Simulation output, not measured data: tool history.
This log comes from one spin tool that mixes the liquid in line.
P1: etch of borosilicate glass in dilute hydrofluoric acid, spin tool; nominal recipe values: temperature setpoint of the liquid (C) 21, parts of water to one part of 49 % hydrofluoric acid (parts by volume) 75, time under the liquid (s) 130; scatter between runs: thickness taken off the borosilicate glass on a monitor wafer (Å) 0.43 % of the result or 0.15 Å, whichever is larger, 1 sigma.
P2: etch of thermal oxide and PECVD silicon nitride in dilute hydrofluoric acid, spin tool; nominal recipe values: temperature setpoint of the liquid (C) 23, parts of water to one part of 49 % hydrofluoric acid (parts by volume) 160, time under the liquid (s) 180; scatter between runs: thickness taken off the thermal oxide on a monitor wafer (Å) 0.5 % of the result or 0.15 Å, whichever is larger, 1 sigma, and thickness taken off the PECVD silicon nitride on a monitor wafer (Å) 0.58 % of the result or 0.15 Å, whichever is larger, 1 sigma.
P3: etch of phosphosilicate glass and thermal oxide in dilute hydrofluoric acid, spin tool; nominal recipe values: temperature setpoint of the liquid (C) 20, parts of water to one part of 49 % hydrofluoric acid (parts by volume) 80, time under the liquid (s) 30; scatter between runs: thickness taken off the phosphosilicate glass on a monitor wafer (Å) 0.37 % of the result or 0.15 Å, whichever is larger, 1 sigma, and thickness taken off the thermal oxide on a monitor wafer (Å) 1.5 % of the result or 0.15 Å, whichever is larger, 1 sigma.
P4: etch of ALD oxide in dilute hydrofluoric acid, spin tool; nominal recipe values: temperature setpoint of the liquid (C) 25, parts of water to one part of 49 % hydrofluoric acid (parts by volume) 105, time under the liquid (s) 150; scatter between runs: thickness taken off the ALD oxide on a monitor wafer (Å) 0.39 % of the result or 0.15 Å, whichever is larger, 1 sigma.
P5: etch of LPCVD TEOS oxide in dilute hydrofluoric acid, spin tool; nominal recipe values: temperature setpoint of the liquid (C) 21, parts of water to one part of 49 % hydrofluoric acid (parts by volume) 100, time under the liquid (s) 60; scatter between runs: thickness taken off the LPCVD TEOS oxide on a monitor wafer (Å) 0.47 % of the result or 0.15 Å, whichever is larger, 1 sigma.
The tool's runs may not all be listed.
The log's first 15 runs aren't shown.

run,hour,process that ran,temperature setpoint of the liquid (C),parts of water to one part of 49 % hydrofluoric acid (parts by volume),time under the liquid (s),thickness taken off the borosilicate glass on a monitor wafer (Å),thickness taken off the phosphosilicate glass on a monitor wafer (Å),thickness taken off the thermal oxide on a monitor wafer (Å),thickness taken off the ALD oxide on a monitor wafer (Å),thickness taken off the LPCVD TEOS oxide on a monitor wafer (Å),thickness taken off the PECVD silicon nitride on a monitor wafer (Å)
16,114,P1,21,130,130,318.2,,,,,
17,119.1,P5,28.5,100,60,,,,,406.73,
18,123.5,P5,21,100,15,,,,,75.125,
19,129.8,P2,23,160,180,,,48.559,,,45.924
20,139.4,P1,21,75,130,587.93,,,,,
21,149.1,P1,21,75,70,314.51,,,,,
22,157.2,P1,17,75,130,500.36,,,,,
23,161.7,P1,21,75,130,588.4,,,,,
24,170.8,P2,23,160,25,,,6.2858,,,6.4422
25,179.9,P2,17,160,180,,,37.93,,,30.921
26,188.5,P3,20,80,30,,233.83,16.047,,,
27,197,P1,21,20,130,2332.3,,,,,
28,206.1,P4,25,140,150,,,,107.67,,
29,211.2,P1,21,75,245,1113.8,,,,,
30,219.1,P1,21,75,130,589.62,,,,,
31,224.9,P1,21,75,130,571.92,,,,,
32,234,P1,21,75,130,565.29,,,,,

Run 33 is up next; what results do you expect?
33,243,P1,21,75,130,?,,,,,

thickness taken off the borosilicate glass on a monitor wafer (Å): 559.27
